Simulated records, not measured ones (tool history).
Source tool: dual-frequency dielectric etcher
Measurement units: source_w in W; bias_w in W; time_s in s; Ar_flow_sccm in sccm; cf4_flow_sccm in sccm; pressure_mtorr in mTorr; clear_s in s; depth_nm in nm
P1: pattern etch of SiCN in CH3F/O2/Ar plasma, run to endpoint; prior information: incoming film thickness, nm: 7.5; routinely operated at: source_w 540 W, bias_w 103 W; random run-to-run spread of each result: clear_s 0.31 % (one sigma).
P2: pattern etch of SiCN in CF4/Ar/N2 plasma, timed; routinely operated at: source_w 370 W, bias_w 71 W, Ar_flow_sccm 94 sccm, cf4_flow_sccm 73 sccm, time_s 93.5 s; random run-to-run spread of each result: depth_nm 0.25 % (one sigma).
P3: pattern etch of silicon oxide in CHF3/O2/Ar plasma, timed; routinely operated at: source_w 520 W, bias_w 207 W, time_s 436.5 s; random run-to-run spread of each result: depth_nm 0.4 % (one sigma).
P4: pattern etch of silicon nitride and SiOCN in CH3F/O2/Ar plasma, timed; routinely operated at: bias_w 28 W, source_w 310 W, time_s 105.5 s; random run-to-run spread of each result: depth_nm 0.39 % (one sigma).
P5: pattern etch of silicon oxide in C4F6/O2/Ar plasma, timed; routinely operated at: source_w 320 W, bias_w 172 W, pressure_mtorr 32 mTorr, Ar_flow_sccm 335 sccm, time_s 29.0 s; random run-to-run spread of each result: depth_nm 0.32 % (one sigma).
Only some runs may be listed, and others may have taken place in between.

run	hour	process	source_w	bias_w	time_s	Ar_flow_sccm	cf4_flow_sccm	pressure_mtorr	clear_s	depth_nm
1	3.1	P1	540	103					15.645	
2	6.5	P4	190	28	105.5					12.3310
3	9.5	P4	310	28	70.5					9.7459
4	14.8	P2	370	71	93.5	94	89			68.4770
5	18.1	P4	310	28	105.5					14.6340
6	21.2	P1	650	137					13.140	
7	24.5	P4	310	33	105.5					15.9560
8	29.6	P3	370	207	436.5					774.8500
9	34.8	P1	540	125					14.560	
10	39.2	P2	370	71	93.5	94	73			66.9880
11	42.7	P2	370	71	137.5	94	73			98.4580
12	46.2	P3	520	207	436.5					867.9200
13	51.7	P5	320	172	29.0	335		40		80.7960
14	55.2	P5	200	172	29.0	335		32		69.5450
15	59.5	P1	540	103					15.650	
16	63.4	P2	250	71	93.5	94	73			47.4230
17	67.5	P1	540	103					15.591	
18	70.7	P5	320	172	29.0	335		32		83.7680
19	75.8	P1	540	103					15.597	
20	81.1	P5	320	172	38.5	335		32		110.4400
21	85.7	P3	520	130	436.5					745.8400
22	90.5	P5	320	172	29.0	335		32		82.9870
23	93.3	P2	370	71	93.5	65	73			70.3500
24	96.9	P5	320	206	29.0	335		32		88.2650
25	99.9	P1	540	103					15.524	
26	102.6	P5	320	172	29.0	407		32		81.5710
27	107.5	P2	370	87	93.5	94	73			71.9750
28	110.6	P1	540	72					17.806	
29	115.7	P1	420	103					17.127	
30	121.0	P1	730	103					13.943	
31	123.6	P2	370	71	93.5	94	73			66.8820
32	127.2	P1	400	82					18.894	
33	131.8	P4	310	28	105.5					14.5790

Run 34 has not been measured yet. What should we expect?
34	137.1	P3	520	207	340.5					?

Run 34 measured depth_nm 683.9200 nm.
